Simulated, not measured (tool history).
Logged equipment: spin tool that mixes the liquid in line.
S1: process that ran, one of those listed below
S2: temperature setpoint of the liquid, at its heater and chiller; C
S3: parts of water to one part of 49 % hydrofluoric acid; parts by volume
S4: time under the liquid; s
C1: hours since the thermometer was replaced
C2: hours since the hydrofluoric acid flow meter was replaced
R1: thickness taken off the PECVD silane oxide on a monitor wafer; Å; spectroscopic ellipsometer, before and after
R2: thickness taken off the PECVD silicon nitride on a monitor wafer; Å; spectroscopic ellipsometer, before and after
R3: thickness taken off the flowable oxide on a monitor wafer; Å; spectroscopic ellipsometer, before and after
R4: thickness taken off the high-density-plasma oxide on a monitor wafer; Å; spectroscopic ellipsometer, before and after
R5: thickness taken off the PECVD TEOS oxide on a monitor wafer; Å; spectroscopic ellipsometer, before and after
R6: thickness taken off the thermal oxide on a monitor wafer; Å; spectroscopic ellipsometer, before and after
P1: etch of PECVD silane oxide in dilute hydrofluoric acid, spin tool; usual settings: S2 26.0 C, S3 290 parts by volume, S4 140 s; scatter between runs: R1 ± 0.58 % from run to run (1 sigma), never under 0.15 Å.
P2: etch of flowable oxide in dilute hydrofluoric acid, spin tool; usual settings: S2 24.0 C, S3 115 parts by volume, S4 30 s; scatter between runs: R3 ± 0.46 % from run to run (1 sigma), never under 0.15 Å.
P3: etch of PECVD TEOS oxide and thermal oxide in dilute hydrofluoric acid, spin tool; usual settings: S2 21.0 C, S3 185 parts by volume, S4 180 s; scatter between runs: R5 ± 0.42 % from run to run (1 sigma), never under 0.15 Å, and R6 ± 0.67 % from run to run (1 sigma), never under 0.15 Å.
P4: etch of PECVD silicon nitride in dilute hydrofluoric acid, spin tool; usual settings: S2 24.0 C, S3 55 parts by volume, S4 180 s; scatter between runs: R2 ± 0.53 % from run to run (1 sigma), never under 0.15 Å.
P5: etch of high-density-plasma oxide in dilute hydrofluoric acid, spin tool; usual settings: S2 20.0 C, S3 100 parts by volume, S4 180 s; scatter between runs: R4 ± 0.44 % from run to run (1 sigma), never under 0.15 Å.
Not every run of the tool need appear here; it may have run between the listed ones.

run,hour,S1,S2,S3,S4,C1,C2,R1,R2,R3,R4,R5,R6
1,9.0,P1,26.0,290,140,886.5,247.4,61.648,,,,,
2,19.2,P1,26.0,290,15,896.7,257.6,6.460,,,,,
3,26.8,P1,26.0,80,140,904.3,265.2,285.770,,,,,
4,35.5,P4,24.0,55,180,913.0,273.9,,82.568,,,,
5,43.1,P1,20.0,290,235,920.6,281.5,84.117,,,,,
6,50.1,P2,24.0,115,30,927.6,288.5,,,126.840,,,
7,60.2,P1,20.5,290,140,937.7,298.6,51.053,,,,,
8,66.0,P4,28.5,55,180,943.5,304.4,,109.660,,,,
9,73.4,P5,20.0,100,15,950.9,311.8,,,,6.4263,,
10,78.9,P1,26.0,290,280,956.4,317.3,122.680,,,,,
11,83.8,P5,20.0,160,180,961.3,322.2,,,,46.6740,,
12,90.6,P4,24.0,95,180,968.1,329.0,,48.423,,,,
13,96.6,P3,21.0,185,180,974.1,335.0,,,,,121.860,38.1590
14,102.4,P1,32.0,135,140,979.9,340.8,194.960,,,,,
15,107.4,P3,21.0,185,180,984.9,345.8,,,,,123.180,38.7290
16,117.8,P1,26.0,290,140,995.3,356.2,61.821,,,,,
17,124.8,P2,24.0,115,30,1002.3,363.2,,,126.090,,,
18,134.0,P5,20.0,100,180,1011.5,372.4,,,,79.3520,,
19,140.8,P1,26.0,450,140,1018.3,379.2,34.391,,,,,
20,148.5,P5,17.0,100,180,1026.0,386.9,,,,69.5240,,
21,157.0,P2,24.0,115,45,1034.5,395.4,,,188.780,,,
22,162.4,P2,24.0,205,30,1039.9,400.8,,,63.568,,,
23,167.6,P4,24.0,55,180,1045.1,406.0,,82.275,,,,
24,173.1,P3,21.0,95,180,1050.6,411.5,,,,,263.730,82.9510
25,181.6,P2,17.0,115,30,1059.1,420.0,,,95.928,,,
26,189.1,P1,32.5,290,140,1066.6,427.5,76.646,,,,,
27,197.3,P3,17.0,185,180,1074.8,435.7,,,,,105.110,33.0370
28,203.1,P1,26.0,290,140,1080.6,441.5,62.093,,,,,
29,213.7,P1,26.0,190,225,1091.2,452.1,169.530,,,,,
30,222.8,P4,24.0,55,360,1100.3,461.2,,164.370,,,,
31,232.4,P1,26.0,290,140,1109.9,470.8,62.150,,,,,
32,241.3,P5,20.0,100,180,1118.8,479.7,,,,78.9540,,
33,248.9,P3,21.0,185,15,1126.4,487.3,,,,,10.016,3.0951
34,257.7,P1,26.0,290,140,1135.2,496.1,62.049,,,,,
35,263.1,P1,26.0,290,140,1140.6,501.5,63.709,,,,,
36,269.4,P1,26.0,290,140,1146.9,507.8,64.746,,,,,
37,279.8,P1,26.0,290,140,1157.3,518.2,64.722,,,,,
38,285.7,P1,26.0,290,140,1163.2,524.1,66.292,,,,,
39,296.1,P1,26.0,290,140,1173.6,534.5,66.041,,,,,
40,300.7,P1,26.0,290,140,1178.2,539.1,65.637,,,,,
41,309.8,P1,26.0,290,140,1187.3,548.2,66.753,,,,,
42,316.4,P1,26.0,290,140,1193.9,554.8,66.339,,,,,

What P1 gives has crept off from where it sat before. The 2 causes that follow fit the log equally well, each at the size noted:
A: hydrofluoric acid flow above the setpoint (%) = 5.19
B: liquid hotter than its thermometer reads (K) = 1.95
The creep began at about hour 257.7.

4 check runs are offered, one wafer each, their results left as question marks. Which one tells the causes apart?
check 1,323.0,P4,24.0,55,295,,,,?,,,,
check 2,323.0,P5,20.0,135,65,,,,,,?,,
check 3,323.0,P3,17.5,185,15,,,,,,,?,?
check 4,323.0,P2,24.0,195,45,,,,,?,,,

Check results expected under each cause:
check,result,if A,if B
check 1,R2,141.700,153.610
check 2,R4,21.5950,22.0290
check 3,R5,9.4552,9.6266
check 3,R6,2.9518,3.0053
check 4,R3,108.490,109.630
Per check, the gap between the least separated pair of causes, taken in the result that splits them most: check 1 8.07 %; check 2 1.99 %; check 3 1.8 %; check 4 1.05 %
Only check 1 tells the causes apart: in the others they would give nearly the same result.

Running check 1 produced the following: R2 154.550 Å. Which one of the listed causes fits?

B is the cause: liquid hotter than its thermometer reads (K).
